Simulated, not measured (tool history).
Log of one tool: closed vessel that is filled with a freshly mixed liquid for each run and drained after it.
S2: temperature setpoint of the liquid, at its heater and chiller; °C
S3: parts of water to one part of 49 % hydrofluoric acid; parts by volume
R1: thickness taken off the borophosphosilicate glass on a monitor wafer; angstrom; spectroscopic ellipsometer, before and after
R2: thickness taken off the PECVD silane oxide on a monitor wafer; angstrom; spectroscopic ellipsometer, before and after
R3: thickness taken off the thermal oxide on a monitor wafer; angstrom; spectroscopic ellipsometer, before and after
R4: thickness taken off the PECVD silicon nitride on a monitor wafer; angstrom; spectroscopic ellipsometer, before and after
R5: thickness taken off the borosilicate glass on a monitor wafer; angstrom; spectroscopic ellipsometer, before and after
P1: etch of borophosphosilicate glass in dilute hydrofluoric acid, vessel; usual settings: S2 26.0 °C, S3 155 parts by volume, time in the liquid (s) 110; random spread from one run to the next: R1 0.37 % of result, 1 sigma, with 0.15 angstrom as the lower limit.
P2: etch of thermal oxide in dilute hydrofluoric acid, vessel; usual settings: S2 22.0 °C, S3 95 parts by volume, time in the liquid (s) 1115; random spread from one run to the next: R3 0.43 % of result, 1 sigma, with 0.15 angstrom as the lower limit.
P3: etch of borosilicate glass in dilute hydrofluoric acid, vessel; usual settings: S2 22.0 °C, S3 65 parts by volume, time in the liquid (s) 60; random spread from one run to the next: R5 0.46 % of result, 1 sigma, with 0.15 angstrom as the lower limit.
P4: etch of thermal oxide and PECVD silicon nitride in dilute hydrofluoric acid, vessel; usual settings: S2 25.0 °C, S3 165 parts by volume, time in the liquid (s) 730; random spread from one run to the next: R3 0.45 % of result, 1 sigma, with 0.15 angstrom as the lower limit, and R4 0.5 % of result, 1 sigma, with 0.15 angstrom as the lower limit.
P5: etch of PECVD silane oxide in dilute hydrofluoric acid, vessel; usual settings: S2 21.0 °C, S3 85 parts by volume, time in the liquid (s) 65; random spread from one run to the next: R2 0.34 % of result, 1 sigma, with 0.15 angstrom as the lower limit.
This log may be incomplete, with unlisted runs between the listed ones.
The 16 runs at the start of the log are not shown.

run 17 hour=150.6 | process_that_ran=P1 S2=26.0 S3=155 time_in_the_liquid_(s)=110 | R1=440.89
run 18 hour=159.7 | process_that_ran=P1 S2=31.5 S3=155 time_in_the_liquid_(s)=110 | R1=540.90
run 19 hour=168.7 | process_that_ran=P1 S2=26.0 S3=85 time_in_the_liquid_(s)=110 | R1=879.48
run 20 hour=178.9 | process_that_ran=P3 S2=22.0 S3=65 time_in_the_liquid_(s)=60 | R5=156.660
run 21 hour=185.2 | process_that_ran=P2 S2=17.0 S3=95 time_in_the_liquid_(s)=1115 | R3=436.7800
run 22 hour=197.3 | process_that_ran=P4 S2=33.0 S3=165 time_in_the_liquid_(s)=730 | R3=249.3800 R4=214.9000
run 23 hour=206.5 | process_that_ran=P5 S2=17.0 S3=85 time_in_the_liquid_(s)=65 | R2=143.200
run 24 hour=218.4 | process_that_ran=P1 S2=26.0 S3=155 time_in_the_liquid_(s)=110 | R1=441.79
run 25 hour=227.3 | process_that_ran=P4 S2=25.0 S3=165 time_in_the_liquid_(s)=730 | R3=189.3300 R4=132.0400
run 26 hour=237.9 | process_that_ran=P1 S2=26.0 S3=155 time_in_the_liquid_(s)=55 | R1=219.75
run 27 hour=248.8 | process_that_ran=P5 S2=21.0 S3=140 time_in_the_liquid_(s)=65 | R2=96.169
run 28 hour=260.1 | process_that_ran=P1 S2=26.0 S3=155 time_in_the_liquid_(s)=110 | R1=444.04
run 29 hour=269.7 | process_that_ran=P4 S2=25.0 S3=165 time_in_the_liquid_(s)=730 | R3=188.9400 R4=131.7900
run 30 hour=275.7 | process_that_ran=P5 S2=21.0 S3=85 time_in_the_liquid_(s)=65 | R2=168.840
run 31 hour=286.2 | process_that_ran=P3 S2=18.5 S3=65 time_in_the_liquid_(s)=60 | R5=134.340
run 32 hour=297.9 | process_that_ran=P4 S2=25.0 S3=35 time_in_the_liquid_(s)=730 | R3=1037.2000 R4=606.8000
run 33 hour=303.3 | process_that_ran=P1 S2=26.0 S3=155 time_in_the_liquid_(s)=110 | R1=441.25

The next listed run, before its measurement:
run 34 hour=308.7 | process_that_ran=P1 S2=26.0 S3=155 time_in_the_liquid_(s)=110 | R1=?

R1: 453.75 angstrom

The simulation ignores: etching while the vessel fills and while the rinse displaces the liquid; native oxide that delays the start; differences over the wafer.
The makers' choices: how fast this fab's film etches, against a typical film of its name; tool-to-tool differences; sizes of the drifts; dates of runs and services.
